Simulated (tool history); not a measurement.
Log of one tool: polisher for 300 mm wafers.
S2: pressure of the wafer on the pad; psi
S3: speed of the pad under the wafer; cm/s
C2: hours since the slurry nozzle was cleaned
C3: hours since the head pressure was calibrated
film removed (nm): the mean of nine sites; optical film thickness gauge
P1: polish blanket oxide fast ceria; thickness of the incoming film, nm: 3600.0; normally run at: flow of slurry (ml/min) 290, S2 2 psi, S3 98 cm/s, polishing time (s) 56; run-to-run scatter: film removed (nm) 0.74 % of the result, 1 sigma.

{"run": 1, "hour": 14.8, "flow of slurry (ml/min)": 290, "S2": 2, "S3": 98, "polishing time (s)": 56, "wafers polished on this pad": 911, "C2": 282.6, "C3": 714.1, "film removed (nm)": 590.72}
{"run": 2, "hour": 32.6, "flow of slurry (ml/min)": 290, "S2": 2, "S3": 144, "polishing time (s)": 56, "wafers polished on this pad": 1148, "C2": 300.4, "C3": 731.9, "film removed (nm)": 868.41}
{"run": 3, "hour": 45.3, "flow of slurry (ml/min)": 290, "S2": 2, "S3": 98, "polishing time (s)": 56, "wafers polished on this pad": 1317, "C2": 313.1, "C3": 744.6, "film removed (nm)": 585.34}
{"run": 4, "hour": 62.6, "flow of slurry (ml/min)": 290, "S2": 2, "S3": 98, "polishing time (s)": 56, "wafers polished on this pad": 1548, "C2": 330.4, "C3": 761.9, "film removed (nm)": 587.81}
{"run": 5, "hour": 74.1, "flow of slurry (ml/min)": 290, "S2": 2, "S3": 98, "polishing time (s)": 56, "wafers polished on this pad": 1701, "C2": 341.9, "C3": 773.4, "film removed (nm)": 594.84}
{"run": 6, "hour": 86.0, "flow of slurry (ml/min)": 290, "S2": 2.5, "S3": 98, "polishing time (s)": 56, "wafers polished on this pad": 1859, "C2": 353.8, "C3": 785.3, "film removed (nm)": 745.01}
{"run": 7, "hour": 100.3, "flow of slurry (ml/min)": 440, "S2": 2, "S3": 98, "polishing time (s)": 86, "wafers polished on this pad": 2050, "C2": 368.1, "C3": 799.6, "film removed (nm)": 930.07}
{"run": 8, "hour": 112.4, "flow of slurry (ml/min)": 290, "S2": 2, "S3": 98, "polishing time (s)": 56, "wafers polished on this pad": 2211, "C2": 380.2, "C3": 811.7, "film removed (nm)": 589.33}
{"run": 9, "hour": 129.0, "flow of slurry (ml/min)": 290, "S2": 2, "S3": 98, "polishing time (s)": 56, "wafers polished on this pad": 2432, "C2": 396.8, "C3": 828.3, "film removed (nm)": 590.12}
{"run": 10, "hour": 139.7, "flow of slurry (ml/min)": 455, "S2": 2, "S3": 98, "polishing time (s)": 56, "wafers polished on this pad": 2574, "C2": 407.5, "C3": 839, "film removed (nm)": 612.02}
{"run": 11, "hour": 148.0, "flow of slurry (ml/min)": 290, "S2": 2, "S3": 98, "polishing time (s)": 30, "wafers polished on this pad": 2685, "C2": 415.8, "C3": 847.3, "film removed (nm)": 313.88}
{"run": 12, "hour": 161.5, "flow of slurry (ml/min)": 185, "S2": 2, "S3": 98, "polishing time (s)": 56, "wafers polished on this pad": 2864, "C2": 429.3, "C3": 860.8, "film removed (nm)": 567.41}
{"run": 13, "hour": 171.1, "flow of slurry (ml/min)": 290, "S2": 2, "S3": 98, "polishing time (s)": 73, "wafers polished on this pad": 2992, "C2": 438.9, "C3": 870.4, "film removed (nm)": 761.91}
{"run": 14, "hour": 187.7, "flow of slurry (ml/min)": 290, "S2": 2, "S3": 58, "polishing time (s)": 56, "wafers polished on this pad": 3213, "C2": 455.5, "C3": 887, "film removed (nm)": 349.48}
{"run": 15, "hour": 199.5, "flow of slurry (ml/min)": 290, "S2": 1.2, "S3": 146, "polishing time (s)": 56, "wafers polished on this pad": 3370, "C2": 467.3, "C3": 898.8, "film removed (nm)": 528.93}
{"run": 16, "hour": 212.6, "flow of slurry (ml/min)": 290, "S2": 0.9, "S3": 98, "polishing time (s)": 56, "wafers polished on this pad": 3545, "C2": 480.4, "C3": 911.9, "film removed (nm)": 265.01}
{"run": 17, "hour": 226.7, "flow of slurry (ml/min)": 290, "S2": 2, "S3": 98, "polishing time (s)": 56, "wafers polished on this pad": 3732, "C2": 494.5, "C3": 926, "film removed (nm)": 592.73}
{"run": 18, "hour": 235.1, "flow of slurry (ml/min)": 290, "S2": 2, "S3": 98, "polishing time (s)": 56, "wafers polished on this pad": 3844, "C2": 502.9, "C3": 934.4, "film removed (nm)": 577.08}
{"run": 19, "hour": 250.1, "flow of slurry (ml/min)": 290, "S2": 2, "S3": 98, "polishing time (s)": 56, "wafers polished on this pad": 4044, "C2": 517.9, "C3": 949.4, "film removed (nm)": 572.53}
{"run": 20, "hour": 261.1, "flow of slurry (ml/min)": 290, "S2": 2, "S3": 98, "polishing time (s)": 56, "wafers polished on this pad": 4190, "C2": 528.9, "C3": 960.4, "film removed (nm)": 575.11}
{"run": 21, "hour": 277.3, "flow of slurry (ml/min)": 290, "S2": 2, "S3": 98, "polishing time (s)": 56, "wafers polished on this pad": 4406, "C2": 545.1, "C3": 976.6, "film removed (nm)": 557.01}
{"run": 22, "hour": 289.3, "flow of slurry (ml/min)": 290, "S2": 2, "S3": 98, "polishing time (s)": 56, "wafers polished on this pad": 4566, "C2": 557.1, "C3": 988.6, "film removed (nm)": 559.64}
{"hour": 295.2, "done": "head pressure recalibrated"}
{"run": 23, "hour": 300.3, "flow of slurry (ml/min)": 290, "S2": 2, "S3": 98, "polishing time (s)": 56, "wafers polished on this pad": 4712, "C2": 568.1, "C3": 5.1, "film removed (nm)": 563.8}
{"run": 24, "hour": 312.7, "flow of slurry (ml/min)": 290, "S2": 2, "S3": 98, "polishing time (s)": 56, "wafers polished on this pad": 4877, "C2": 580.5, "C3": 17.5, "film removed (nm)": 568.06}
{"run": 25, "hour": 328.2, "flow of slurry (ml/min)": 290, "S2": 2, "S3": 98, "polishing time (s)": 56, "wafers polished on this pad": 5084, "C2": 596, "C3": 33, "film removed (nm)": 557.57}
{"run": 26, "hour": 344.0, "flow of slurry (ml/min)": 290, "S2": 2, "S3": 98, "polishing time (s)": 56, "wafers polished on this pad": 5294, "C2": 611.8, "C3": 48.8, "film removed (nm)": 562.23}
{"run": 27, "hour": 354.2, "flow of slurry (ml/min)": 290, "S2": 2, "S3": 98, "polishing time (s)": 56, "wafers polished on this pad": 5430, "C2": 622, "C3": 59, "film removed (nm)": 562.46}

What P1 gives has crept away from where it was. These 2 causes fit the log equally well, each at the size given:
A: slurry flow missing at the pad, % = 36.7
B: removal rate lost through wear of the pad, % = 5.15
The creep began at about hour 226.7.
Why every other cause is out:
head's pressure below its setpoint, %: serviced at hour 295.2, which brought nothing back

4 check runs are offered, each on 5 wafers whose results are averaged, their results left as question marks. Which one tells the causes apart?
{"run": "check 1", "hour": 364.4, "flow of slurry (ml/min)": 290, "S2": 2, "S3": 78, "polishing time (s)": 56, "film removed (nm)": "?"}
{"run": "check 2", "hour": 364.4, "flow of slurry (ml/min)": 195, "S2": 2, "S3": 120, "polishing time (s)": 56, "film removed (nm)": "?"}
{"run": "check 3", "hour": 364.4, "flow of slurry (ml/min)": 290, "S2": 2, "S3": 138, "polishing time (s)": 56, "film removed (nm)": "?"}
{"run": "check 4", "hour": 364.4, "flow of slurry (ml/min)": 290, "S2": 2, "S3": 60, "polishing time (s)": 56, "film removed (nm)": "?"}

What each check would give under each cause:
check=check_1 result=film_removed_(nm) if_A=446.39 if_B=446.39
check=check_2 result=film_removed_(nm) if_A=641.4 if_B=656.86
check=check_3 result=film_removed_(nm) if_A=789.77 if_B=789.77
check=check_4 result=film_removed_(nm) if_A=343.38 if_B=343.38
How far apart the two closest causes lie, in the result that separates them most: check 1 0 %; check 2 2.38 %; check 3 0 %; check 4 0 %
Check 2 tells the causes apart: in the others they would give nearly the same result.

Then check 2 was run and gave: film removed (nm) 659. Which cause is it?

It is B: removal rate lost through wear of the pad, %.
